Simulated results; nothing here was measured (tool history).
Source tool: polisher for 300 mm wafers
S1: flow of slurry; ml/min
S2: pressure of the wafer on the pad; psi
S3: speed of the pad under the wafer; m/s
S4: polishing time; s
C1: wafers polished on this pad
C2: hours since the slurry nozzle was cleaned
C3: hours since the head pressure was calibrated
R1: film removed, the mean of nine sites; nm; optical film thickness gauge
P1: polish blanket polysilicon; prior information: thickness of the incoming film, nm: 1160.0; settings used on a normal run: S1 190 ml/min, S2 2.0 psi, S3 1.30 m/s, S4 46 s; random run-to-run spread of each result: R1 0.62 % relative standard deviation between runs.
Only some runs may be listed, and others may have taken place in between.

{"run": 1, "hour": 15.6, "S1": 190, "S2": 2.0, "S3": 1.3, "S4": 46, "C1": 348, "C2": 346.6, "C3": 756.0, "R1": 322.17}
{"run": 2, "hour": 30.2, "S1": 190, "S2": 2.0, "S3": 1.3, "S4": 46, "C1": 470, "C2": 361.2, "C3": 770.6, "R1": 324.95}
{"run": 3, "hour": 40.5, "S1": 190, "S2": 2.0, "S3": 1.3, "S4": 46, "C1": 556, "C2": 371.5, "C3": 780.9, "R1": 326.87}
{"run": 4, "hour": 51.3, "S1": 145, "S2": 2.0, "S3": 1.3, "S4": 46, "C1": 646, "C2": 382.3, "C3": 791.7, "R1": 311.85}
{"run": 5, "hour": 61.9, "S1": 190, "S2": 2.0, "S3": 2.04, "S4": 46, "C1": 735, "C2": 392.9, "C3": 802.3, "R1": 513.27}
{"run": 6, "hour": 74.6, "S1": 190, "S2": 2.0, "S3": 1.3, "S4": 34, "C1": 841, "C2": 405.6, "C3": 815.0, "R1": 239.53}
{"run": 7, "hour": 84.8, "S1": 190, "S2": 2.0, "S3": 1.3, "S4": 46, "C1": 926, "C2": 415.8, "C3": 825.2, "R1": 327.71}
{"run": 8, "hour": 99.2, "S1": 190, "S2": 2.0, "S3": 1.3, "S4": 72, "C1": 1046, "C2": 430.2, "C3": 839.6, "R1": 507.56}
{"run": 9, "hour": 107.4, "S1": 190, "S2": 3.0, "S3": 1.3, "S4": 46, "C1": 1114, "C2": 438.4, "C3": 847.8, "R1": 485.21}
{"run": 10, "hour": 115.4, "S1": 290, "S2": 2.0, "S3": 1.3, "S4": 46, "C1": 1181, "C2": 446.4, "C3": 855.8, "R1": 342.58}
{"run": 11, "hour": 133.5, "S1": 190, "S2": 2.0, "S3": 0.58, "S4": 46, "C1": 1332, "C2": 464.5, "C3": 873.9, "R1": 145.22}
{"run": 12, "hour": 150.0, "S1": 190, "S2": 1.0, "S3": 1.3, "S4": 46, "C1": 1470, "C2": 481.0, "C3": 890.4, "R1": 163.76}
{"run": 13, "hour": 164.8, "S1": 190, "S2": 2.0, "S3": 1.3, "S4": 46, "C1": 1593, "C2": 495.8, "C3": 905.2, "R1": 325.1}
{"run": 14, "hour": 177.7, "S1": 190, "S2": 2.0, "S3": 1.3, "S4": 46, "C1": 1701, "C2": 508.7, "C3": 918.1, "R1": 322.47}
{"run": 15, "hour": 195.5, "S1": 190, "S2": 2.6, "S3": 1.86, "S4": 46, "C1": 1849, "C2": 526.5, "C3": 935.9, "R1": 595.82}
{"run": 16, "hour": 206.5, "S1": 190, "S2": 2.0, "S3": 1.3, "S4": 46, "C1": 1941, "C2": 537.5, "C3": 946.9, "R1": 323.57}
{"run": 17, "hour": 223.6, "S1": 190, "S2": 2.0, "S3": 1.3, "S4": 46, "C1": 2084, "C2": 554.6, "C3": 964.0, "R1": 325.54}
{"run": 18, "hour": 240.2, "S1": 190, "S2": 2.0, "S3": 1.3, "S4": 46, "C1": 2222, "C2": 571.2, "C3": 980.6, "R1": 315.7}
{"run": 19, "hour": 255.3, "S1": 190, "S2": 2.0, "S3": 1.3, "S4": 46, "C1": 2348, "C2": 586.3, "C3": 995.7, "R1": 310.24}
{"run": 20, "hour": 271.6, "S1": 190, "S2": 2.0, "S3": 1.3, "S4": 46, "C1": 2484, "C2": 602.6, "C3": 1012.0, "R1": 304.39}
{"hour": 286.4, "done": "worn pad replaced by a new one"}
{"run": 21, "hour": 286.5, "S1": 190, "S2": 2.0, "S3": 1.3, "S4": 46, "C1": 1, "C2": 617.5, "C3": 1026.9, "R1": 305.37}
{"run": 22, "hour": 302.9, "S1": 190, "S2": 2.0, "S3": 1.3, "S4": 46, "C1": 138, "C2": 633.9, "C3": 1043.3, "R1": 301.43}
{"run": 23, "hour": 312.6, "S1": 190, "S2": 2.0, "S3": 1.3, "S4": 46, "C1": 219, "C2": 643.6, "C3": 1053.0, "R1": 300.08}
{"run": 24, "hour": 327.3, "S1": 190, "S2": 2.0, "S3": 1.3, "S4": 46, "C1": 341, "C2": 658.3, "C3": 1067.7, "R1": 301.33}
{"run": 25, "hour": 335.5, "S1": 190, "S2": 2.0, "S3": 1.3, "S4": 46, "C1": 410, "C2": 666.5, "C3": 1075.9, "R1": 297.65}

For run 26, what comes out?
{"run": 26, "hour": 345.5, "S1": 190, "S2": 2.0, "S3": 1.3, "S4": 46, "C1": 493, "C2": 676.5, "C3": 1085.9, "R1": "?"}

R1: 297.84 nm
